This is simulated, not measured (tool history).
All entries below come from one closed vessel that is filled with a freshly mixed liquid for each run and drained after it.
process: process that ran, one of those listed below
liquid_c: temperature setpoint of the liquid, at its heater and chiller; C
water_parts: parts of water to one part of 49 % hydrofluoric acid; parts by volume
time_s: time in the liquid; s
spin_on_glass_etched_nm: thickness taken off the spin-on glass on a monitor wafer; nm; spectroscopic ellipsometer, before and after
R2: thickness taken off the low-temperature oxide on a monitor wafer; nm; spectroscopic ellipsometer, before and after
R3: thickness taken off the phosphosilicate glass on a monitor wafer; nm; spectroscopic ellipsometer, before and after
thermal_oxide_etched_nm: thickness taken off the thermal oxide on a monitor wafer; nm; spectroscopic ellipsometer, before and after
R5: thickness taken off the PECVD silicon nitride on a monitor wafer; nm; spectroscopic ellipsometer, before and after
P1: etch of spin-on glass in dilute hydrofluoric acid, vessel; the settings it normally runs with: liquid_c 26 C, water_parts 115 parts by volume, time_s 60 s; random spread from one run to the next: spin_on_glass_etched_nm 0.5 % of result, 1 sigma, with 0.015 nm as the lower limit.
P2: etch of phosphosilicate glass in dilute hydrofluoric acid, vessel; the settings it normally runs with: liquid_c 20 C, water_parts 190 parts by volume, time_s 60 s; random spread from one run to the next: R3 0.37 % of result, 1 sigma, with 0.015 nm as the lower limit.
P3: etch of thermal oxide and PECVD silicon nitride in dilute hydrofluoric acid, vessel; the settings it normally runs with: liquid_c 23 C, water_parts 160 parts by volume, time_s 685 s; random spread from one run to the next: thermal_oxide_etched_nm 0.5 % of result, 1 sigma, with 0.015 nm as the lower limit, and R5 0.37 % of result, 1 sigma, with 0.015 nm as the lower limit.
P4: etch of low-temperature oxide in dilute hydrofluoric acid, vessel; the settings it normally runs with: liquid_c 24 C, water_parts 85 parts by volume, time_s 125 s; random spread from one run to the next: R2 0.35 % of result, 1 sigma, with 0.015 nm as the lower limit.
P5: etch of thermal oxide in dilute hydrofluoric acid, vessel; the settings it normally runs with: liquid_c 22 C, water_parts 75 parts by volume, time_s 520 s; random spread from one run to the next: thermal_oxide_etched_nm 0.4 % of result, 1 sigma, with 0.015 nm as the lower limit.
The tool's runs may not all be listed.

Run 1, day 0.358: process P1, liquid_c 26 C, water_parts 115 parts by volume, time_s 60 s. Result: spin_on_glass_etched_nm 14.367 nm.
Run 2, day 0.779: process P4, liquid_c 24 C, water_parts 85 parts by volume, time_s 125 s. Result: R2 54.072 nm.
Run 3, day 1.092: process P2, liquid_c 20 C, water_parts 190 parts by volume, time_s 60 s. Result: R3 35.792 nm.
Run 4, day 1.483: process P3, liquid_c 23 C, water_parts 160 parts by volume, time_s 685 s. Result: thermal_oxide_etched_nm 18.972 nm, R5 10.4 nm.
Run 5, day 1.683: process P1, liquid_c 26 C, water_parts 115 parts by volume, time_s 60 s. Result: spin_on_glass_etched_nm 14.271 nm.
Run 6, day 2.033: process P4, liquid_c 24 C, water_parts 125 parts by volume, time_s 125 s. Result: R2 35.354 nm.
Run 7, day 2.288: process P1, liquid_c 19.5 C, water_parts 115 parts by volume, time_s 60 s. Result: spin_on_glass_etched_nm 11.031 nm.
At day 2.388: hydrofluoric acid flow meter replaced.
Run 8, day 2.529: process P1, liquid_c 26 C, water_parts 115 parts by volume, time_s 60 s. Result: spin_on_glass_etched_nm 14.302 nm.
Run 9, day 2.812: process P4, liquid_c 24 C, water_parts 85 parts by volume, time_s 30 s. Result: R2 13 nm.
Run 10, day 3.112: process P2, liquid_c 17 C, water_parts 190 parts by volume, time_s 60 s. Result: R3 31.727 nm.
Run 11, day 3.483: process P1, liquid_c 26 C, water_parts 115 parts by volume, time_s 60 s. Result: spin_on_glass_etched_nm 14.409 nm.
Run 12, day 3.888: process P3, liquid_c 31.5 C, water_parts 160 parts by volume, time_s 685 s. Result: thermal_oxide_etched_nm 25.732 nm, R5 17.703 nm.
Run 13, day 4.258: process P5, liquid_c 28 C, water_parts 75 parts by volume, time_s 520 s. Result: thermal_oxide_etched_nm 38.922 nm.
Run 14, day 4.538: process P1, liquid_c 20.5 C, water_parts 115 parts by volume, time_s 110 s. Result: spin_on_glass_etched_nm 20.968 nm.
Run 15, day 4.762: process P1, liquid_c 33 C, water_parts 115 parts by volume, time_s 60 s. Result: spin_on_glass_etched_nm 18.301 nm.
Run 16, day 5.125: process P1, liquid_c 26 C, water_parts 115 parts by volume, time_s 60 s. Result: spin_on_glass_etched_nm 14.273 nm.
Run 17, day 5.408: process P5, liquid_c 22 C, water_parts 75 parts by volume, time_s 520 s. Result: thermal_oxide_etched_nm 30.542 nm.
Run 18, day 5.792: process P1, liquid_c 26 C, water_parts 205 parts by volume, time_s 60 s. Result: spin_on_glass_etched_nm 7.1814 nm.
Run 19, day 6.2: process P3, liquid_c 23 C, water_parts 160 parts by volume, time_s 90 s. Result: thermal_oxide_etched_nm 2.4942 nm, R5 1.387 nm.
Run 20, day 6.604: process P1, liquid_c 26 C, water_parts 115 parts by volume, time_s 30 s. Result: spin_on_glass_etched_nm 7.1508 nm.
Run 21, day 6.983: process P5, liquid_c 22 C, water_parts 75 parts by volume, time_s 1030 s. Result: thermal_oxide_etched_nm 60.638 nm.
Run 22, day 7.212: process P3, liquid_c 23 C, water_parts 260 parts by volume, time_s 685 s. Result: thermal_oxide_etched_nm 10.539 nm, R5 6.4489 nm.
Run 23, day 7.525: process P5, liquid_c 22 C, water_parts 45 parts by volume, time_s 520 s. Result: thermal_oxide_etched_nm 52.76 nm.
Run 24, day 7.75: process P1, liquid_c 26 C, water_parts 115 parts by volume, time_s 105 s. Result: spin_on_glass_etched_nm 25.237 nm.
Run 25, day 8.15: process P4, liquid_c 17 C, water_parts 85 parts by volume, time_s 125 s. Result: R2 40.649 nm.
Run 26, day 8.35: process P2, liquid_c 20 C, water_parts 190 parts by volume, time_s 115 s. Result: R3 68.607 nm.
Run 27, day 8.579: process P5, liquid_c 22 C, water_parts 75 parts by volume, time_s 520 s. Result: thermal_oxide_etched_nm 30.494 nm.
Run 28, day 8.938: process P1, liquid_c 26 C, water_parts 55 parts by volume, time_s 60 s. Result: spin_on_glass_etched_nm 32.139 nm.
Run 29, day 9.283: process P1, liquid_c 33.5 C, water_parts 60 parts by volume, time_s 60 s. Result: spin_on_glass_etched_nm 39.392 nm.
Run 30, day 9.533: process P2, liquid_c 20 C, water_parts 80 parts by volume, time_s 60 s. Result: R3 94.997 nm.
Run 31, day 9.862: process P1, liquid_c 26 C, water_parts 115 parts by volume, time_s 60 s. Result: spin_on_glass_etched_nm 14.344 nm.
Run 32, day 10.104: process P1, liquid_c 26 C, water_parts 115 parts by volume, time_s 60 s. Result: spin_on_glass_etched_nm 13.893 nm.
Run 33, day 10.504: process P1, liquid_c 26 C, water_parts 115 parts by volume, time_s 60 s. Result: spin_on_glass_etched_nm 13.45 nm.
Run 34, day 10.938: process P1, liquid_c 26 C, water_parts 115 parts by volume, time_s 60 s. Result: spin_on_glass_etched_nm 13.181 nm.
Run 35, day 11.279: process P1, liquid_c 26 C, water_parts 115 parts by volume, time_s 60 s. Result: spin_on_glass_etched_nm 13.135 nm.
Run 36, day 11.604: process P1, liquid_c 26 C, water_parts 115 parts by volume, time_s 60 s. Result: spin_on_glass_etched_nm 13.044 nm.
Run 37, day 11.988: process P1, liquid_c 26 C, water_parts 115 parts by volume, time_s 60 s. Result: spin_on_glass_etched_nm 13.042 nm.
Run 38, day 12.179: process P1, liquid_c 26 C, water_parts 115 parts by volume, time_s 60 s. Result: spin_on_glass_etched_nm 13.003 nm.
Run 39, day 12.629: process P1, liquid_c 26 C, water_parts 115 parts by volume, time_s 60 s. Result: spin_on_glass_etched_nm 13.049 nm.

P1 no longer gives what it gave before; its output has crept away from where it was. The following 2 causes, each at its listed size, fit the log equally well:
A: hydrofluoric acid flow below the setpoint (%) = 7.38
B: liquid colder than its thermometer reads (K) = 2.27
The gradual shift began around day 9.862.

Consider the 4 single-wafer check runs listed below, results given as question marks: which one distinguishes between the causes by giving clearly different results for each?
Run check 1, day 13.079: process P5, liquid_c 26.5 C, water_parts 75 parts by volume, time_s 725 s. Result: thermal_oxide_etched_nm ?.
Run check 2, day 13.079: process P2, liquid_c 17 C, water_parts 190 parts by volume, time_s 110 s. Result: R3 ?.
Run check 3, day 13.079: process P4, liquid_c 24 C, water_parts 120 parts by volume, time_s 125 s. Result: R2 ?.
Run check 4, day 13.079: process P3, liquid_c 29 C, water_parts 160 parts by volume, time_s 685 s. Result: thermal_oxide_etched_nm ?, R5 ?.

Predicted outcomes, by check and by cause:
  check                   result    if A    if B
check 1  thermal_oxide_etched_nm  46.952  46.681
check 2                       R3  53.181  53.098
check 3                       R2  33.689  33.634
check 4  thermal_oxide_etched_nm  21.554  21.767
check 4                       R5  14.053   13.19
Per-check spread between the two closest causes, in the result where they differ most: check 1 0.58 %; check 2 0.16 %; check 3 0.16 %; check 4 6.33 %
Of the check runs offered, only check 4 discriminates between the causes; the rest would read about the same regardless of which cause applies.

With check 4 done, the readings were: thermal_oxide_etched_nm 21.807 nm; R5 13.191 nm. Identify which of the listed causes applies.

B is the cause: liquid colder than its thermometer reads (K).

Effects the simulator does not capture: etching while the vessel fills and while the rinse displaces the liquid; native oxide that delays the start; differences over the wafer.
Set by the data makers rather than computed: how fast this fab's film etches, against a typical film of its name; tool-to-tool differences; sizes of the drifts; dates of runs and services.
